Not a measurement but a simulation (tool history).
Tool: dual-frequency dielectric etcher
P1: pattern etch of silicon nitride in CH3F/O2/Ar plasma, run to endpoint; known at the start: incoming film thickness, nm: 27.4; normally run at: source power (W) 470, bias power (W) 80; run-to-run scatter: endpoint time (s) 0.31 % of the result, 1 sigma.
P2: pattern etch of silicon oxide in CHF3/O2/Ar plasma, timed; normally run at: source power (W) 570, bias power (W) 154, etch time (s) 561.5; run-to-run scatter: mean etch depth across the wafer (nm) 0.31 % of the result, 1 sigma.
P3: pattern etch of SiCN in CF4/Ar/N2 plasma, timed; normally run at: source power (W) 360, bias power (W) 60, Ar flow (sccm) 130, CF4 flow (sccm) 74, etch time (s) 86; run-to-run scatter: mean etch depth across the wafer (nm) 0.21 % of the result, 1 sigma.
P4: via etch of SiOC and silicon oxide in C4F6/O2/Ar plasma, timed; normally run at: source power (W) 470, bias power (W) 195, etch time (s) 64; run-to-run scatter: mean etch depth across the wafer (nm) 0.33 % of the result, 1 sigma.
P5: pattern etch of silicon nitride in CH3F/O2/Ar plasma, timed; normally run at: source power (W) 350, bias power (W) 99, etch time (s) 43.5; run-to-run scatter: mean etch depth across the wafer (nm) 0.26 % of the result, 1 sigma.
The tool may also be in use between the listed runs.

| run | hour | process that ran | source power (W) | bias power (W) | etch time (s) | Ar flow (sccm) | CF4 flow (sccm) | hours since the last wet clean | hours since the last source power generator calibration | hours since the last bias power generator calibration | endpoint time (s) | mean etch depth across the wafer (nm) |
|---|---|---|---|---|---|---|---|---|---|---|---|---|
| 1 | 6.6 | P1 | 470 | 80 |  |  |  | 338.3 | 543.8 | 241.5 | 34.551 |  |
| 2 | 12.2 | P1 | 390 | 96 |  |  |  | 343.9 | 549.4 | 247.1 | 34.753 |  |
| 3 | 17.6 | P1 | 470 | 96 |  |  |  | 349.3 | 554.8 | 252.5 | 32.481 |  |
| 4 | 25.2 | P5 | 350 | 99 | 30 |  |  | 356.9 | 562.4 | 260.1 |  | 22.535 |
| 5 | 35.3 | P2 | 570 | 154 | 561.5 |  |  | 367 | 572.5 | 270.2 |  | 1001.3 |
| 6 | 45.5 | P5 | 440 | 99 | 43.5 |  |  | 377.2 | 582.7 | 280.4 |  | 35.532 |
| 7 | 56 | P3 | 360 | 60 | 86 | 130 | 100 | 387.7 | 593.2 | 290.9 |  | 57.46 |
| 8 | 67.5 | P1 | 470 | 80 |  |  |  | 399.2 | 604.7 | 302.4 | 34.618 |  |
| 9 | 75.6 | P4 | 280 | 195 | 64 |  |  | 407.3 | 612.8 | 310.5 |  | 63.177 |
| 10 | 81.3 | P1 | 470 | 80 |  |  |  | 413 | 618.5 | 316.2 | 34.731 |  |
| 11 | 89.8 | P2 | 570 | 154 | 843 |  |  | 421.5 | 627 | 324.7 |  | 1521.7 |
| 12 | 101 | P2 | 570 | 197 | 561.5 |  |  | 432.7 | 638.2 | 335.9 |  | 1101.5 |
| 13 | 111.9 | P1 | 470 | 80 |  |  |  | 443.6 | 649.1 | 346.8 | 34.792 |  |
| 14 | 122.5 | P3 | 510 | 60 | 86 | 130 | 74 | 454.2 | 659.7 | 357.4 |  | 74.511 |
| 15 | 131 | P2 | 420 | 154 | 561.5 |  |  | 462.7 | 668.2 | 365.9 |  | 898.53 |
| 16 | 141.5 | P1 | 310 | 80 |  |  |  | 473.2 | 678.7 | 376.4 | 40.646 |  |
|  | 142.1 | bias power generator calibrated |
| 17 | 152.2 | P3 | 360 | 60 | 50 | 130 | 74 | 483.9 | 689.4 | 10.2 |  | 31.848 |
| 18 | 162 | P4 | 470 | 195 | 93 |  |  | 493.7 | 699.2 | 20 |  | 111.41 |
| 19 | 173.6 | P5 | 350 | 132 | 43.5 |  |  | 505.3 | 710.8 | 31.6 |  | 36.461 |
| 20 | 180.9 | P3 | 360 | 60 | 86 | 78 | 74 | 512.6 | 718.1 | 38.9 |  | 59.156 |
| 21 | 189.2 | P4 | 470 | 276 | 64 |  |  | 520.9 | 726.4 | 47.2 |  | 86.815 |

The next listed run, before its measurement:
| 22 | 197.5 | P4 | 470 | 195 | 64 |  |  | 529.2 | 734.7 | 55.5 |  | ? |

{"run 22": {"mean etch depth across the wafer (nm)": 77.007}}
